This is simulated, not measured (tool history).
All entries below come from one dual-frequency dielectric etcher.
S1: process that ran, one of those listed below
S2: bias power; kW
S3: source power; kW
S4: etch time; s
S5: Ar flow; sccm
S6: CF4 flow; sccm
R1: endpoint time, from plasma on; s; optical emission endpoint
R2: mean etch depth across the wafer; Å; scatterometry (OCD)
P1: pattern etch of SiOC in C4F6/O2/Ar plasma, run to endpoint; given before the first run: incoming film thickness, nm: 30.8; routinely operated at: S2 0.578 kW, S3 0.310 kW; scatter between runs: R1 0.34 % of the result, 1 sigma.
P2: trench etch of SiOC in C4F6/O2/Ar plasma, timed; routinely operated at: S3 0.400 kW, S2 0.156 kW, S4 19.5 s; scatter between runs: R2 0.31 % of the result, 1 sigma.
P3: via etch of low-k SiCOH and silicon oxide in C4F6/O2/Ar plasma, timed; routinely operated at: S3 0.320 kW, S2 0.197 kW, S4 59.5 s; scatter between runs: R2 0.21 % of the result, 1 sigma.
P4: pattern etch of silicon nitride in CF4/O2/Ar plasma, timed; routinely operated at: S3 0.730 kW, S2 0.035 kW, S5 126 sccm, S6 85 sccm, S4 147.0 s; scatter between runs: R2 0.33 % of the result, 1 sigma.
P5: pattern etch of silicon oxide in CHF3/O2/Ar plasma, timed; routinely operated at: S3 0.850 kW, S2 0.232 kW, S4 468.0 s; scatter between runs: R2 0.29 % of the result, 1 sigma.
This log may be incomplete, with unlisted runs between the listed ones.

| run | hour | S1 | S2 | S3 | S4 | S5 | S6 | R1 | R2 |
|---|---|---|---|---|---|---|---|---|---|
| 1 | 14.2 | P1 | 0.578 | 0.310 |  |  |  | 10.9260 |  |
| 2 | 27.4 | P2 | 0.156 | 0.480 | 19.5 |  |  |  | 409.68 |
| 3 | 38.1 | P3 | 0.153 | 0.320 | 59.5 |  |  |  | 1339.80 |
| 4 | 46.2 | P1 | 0.749 | 0.310 |  |  |  | 9.9019 |  |
| 5 | 55.8 | P4 | 0.035 | 0.730 | 147.0 | 149 | 85 |  | 3286.50 |
| 6 | 64.1 | P5 | 0.232 | 0.850 | 692.5 |  |  |  | 17197.00 |
| 7 | 76.7 | P4 | 0.035 | 0.730 | 147.0 | 126 | 54 |  | 3117.20 |
| 8 | 88.1 | P5 | 0.294 | 0.850 | 468.0 |  |  |  | 12582.00 |
| 9 | 105.2 | P3 | 0.197 | 0.200 | 59.5 |  |  |  | 1209.20 |
| 10 | 121.7 | P4 | 0.035 | 0.540 | 147.0 | 126 | 85 |  | 2599.40 |
| 11 | 131.1 | P2 | 0.156 | 0.400 | 19.5 |  |  |  | 379.30 |
| 12 | 143.0 | P2 | 0.156 | 0.400 | 14.0 |  |  |  | 274.77 |
| 13 | 160.3 | P1 | 0.578 | 0.310 |  |  |  | 11.0080 |  |
| 14 | 175.8 | P1 | 0.691 | 0.200 |  |  |  | 12.0190 |  |
| 15 | 186.1 | P2 | 0.156 | 0.400 | 19.5 |  |  |  | 380.28 |
| 16 | 198.8 | P4 | 0.035 | 0.730 | 147.0 | 126 | 85 |  | 3368.60 |
| 17 | 217.1 | P1 | 0.742 | 0.400 |  |  |  | 9.0821 |  |
| 18 | 231.2 | P4 | 0.035 | 0.730 | 187.5 | 126 | 85 |  | 4297.70 |
| 19 | 245.3 | P5 | 0.232 | 1.160 | 468.0 |  |  |  | 13059.00 |
| 20 | 262.2 | P4 | 0.042 | 0.730 | 147.0 | 126 | 85 |  | 3604.70 |
| 21 | 279.1 | P1 | 0.578 | 0.310 |  |  |  | 10.9300 |  |
| 22 | 291.7 | P3 | 0.197 | 0.320 | 59.5 |  |  |  | 1454.60 |
| 23 | 308.3 | P3 | 0.197 | 0.320 | 59.5 |  |  |  | 1451.40 |
| 24 | 319.0 | P1 | 0.578 | 0.310 |  |  |  | 10.9210 |  |
| 25 | 336.8 | P2 | 0.189 | 0.400 | 19.5 |  |  |  | 403.66 |
| 26 | 350.8 | P1 | 0.578 | 0.310 |  |  |  | 11.0020 |  |
| 27 | 367.1 | P1 | 0.384 | 0.310 |  |  |  | 12.8310 |  |
| 28 | 382.1 | P1 | 0.578 | 0.440 |  |  |  | 9.6548 |  |
| 29 | 399.7 | P5 | 0.232 | 0.850 | 468.0 |  |  |  | 11588.00 |
| 30 | 418.3 | P3 | 0.197 | 0.320 | 39.5 |  |  |  | 964.53 |
| 31 | 433.7 | P1 | 0.578 | 0.310 |  |  |  | 10.9350 |  |
| 32 | 448.0 | P1 | 0.578 | 0.240 |  |  |  | 12.0590 |  |
| 33 | 459.1 | P1 | 0.578 | 0.310 |  |  |  | 11.0410 |  |
| 34 | 467.9 | P1 | 0.578 | 0.310 |  |  |  | 10.9340 |  |
| 35 | 479.2 | P1 | 0.578 | 0.310 |  |  |  | 11.0380 |  |
| 36 | 493.5 | P1 | 0.578 | 0.310 |  |  |  | 11.1600 |  |
| 37 | 502.3 | P1 | 0.578 | 0.310 |  |  |  | 11.1000 |  |
| 38 | 514.0 | P1 | 0.578 | 0.310 |  |  |  | 11.1860 |  |
|  | 515.0 | wet clean of the chamber |
| 39 | 528.3 | P1 | 0.578 | 0.310 |  |  |  | 11.1800 |  |
| 40 | 536.5 | P1 | 0.578 | 0.310 |  |  |  | 11.2200 |  |
| 41 | 552.1 | P1 | 0.578 | 0.310 |  |  |  | 11.1780 |  |
| 42 | 570.0 | P1 | 0.578 | 0.310 |  |  |  | 11.2170 |  |
| 43 | 588.1 | P1 | 0.578 | 0.310 |  |  |  | 11.1790 |  |

What P1 gives has crept away from where it was. These 2 causes fit the log equally well, each at the size given:
A: source power that arrives under what is set, % = 4.64
B: bias power that arrives under what is set, % = 4.41
Onset of the creep was near hour 459.1.
Each remaining cause and why it is not a fit:
chamber walls in a state that lowers the etch rate, %: serviced at hour 515.0, after the change had begun; the process did not return to its earlier output

The check runs listed below each take one wafer, and their results are still question marks. Under which run would the listed causes lead to clearly different results?
| check 1 | 606.2 | P3 | 0.197 | 0.320 | 59.5 |  |  |  | ? |
| check 2 | 606.2 | P5 | 0.232 | 0.850 | 468.0 |  |  |  | ? |
| check 3 | 606.2 | P4 | 0.035 | 0.730 | 147.0 | 126 | 85 |  | ? |
| check 4 | 606.2 | P2 | 0.156 | 0.400 | 19.5 |  |  |  | ? |

If the cause were each of the candidates in turn, the checks would give the following:
| check | result | if A | if B |
|---|---|---|---|
| check 1 | R2 | 1424.20 | 1429.40 |
| check 2 | R2 | 11414.00 | 11443.00 |
| check 3 | R2 | 3243.60 | 3328.40 |
| check 4 | R2 | 374.21 | 376.05 |
Per check, the gap between the least separated pair of causes, taken in the result that splits them most: check 1 0.36 %; check 2 0.25 %; check 3 2.58 %; check 4 0.49 %
Only check 3 tells the causes apart: in the others they would give nearly the same result.

Here is what check 3 returned: R2 3249.70 Å. Which cause is it?

The cause is A: source power that arrives under what is set, %.

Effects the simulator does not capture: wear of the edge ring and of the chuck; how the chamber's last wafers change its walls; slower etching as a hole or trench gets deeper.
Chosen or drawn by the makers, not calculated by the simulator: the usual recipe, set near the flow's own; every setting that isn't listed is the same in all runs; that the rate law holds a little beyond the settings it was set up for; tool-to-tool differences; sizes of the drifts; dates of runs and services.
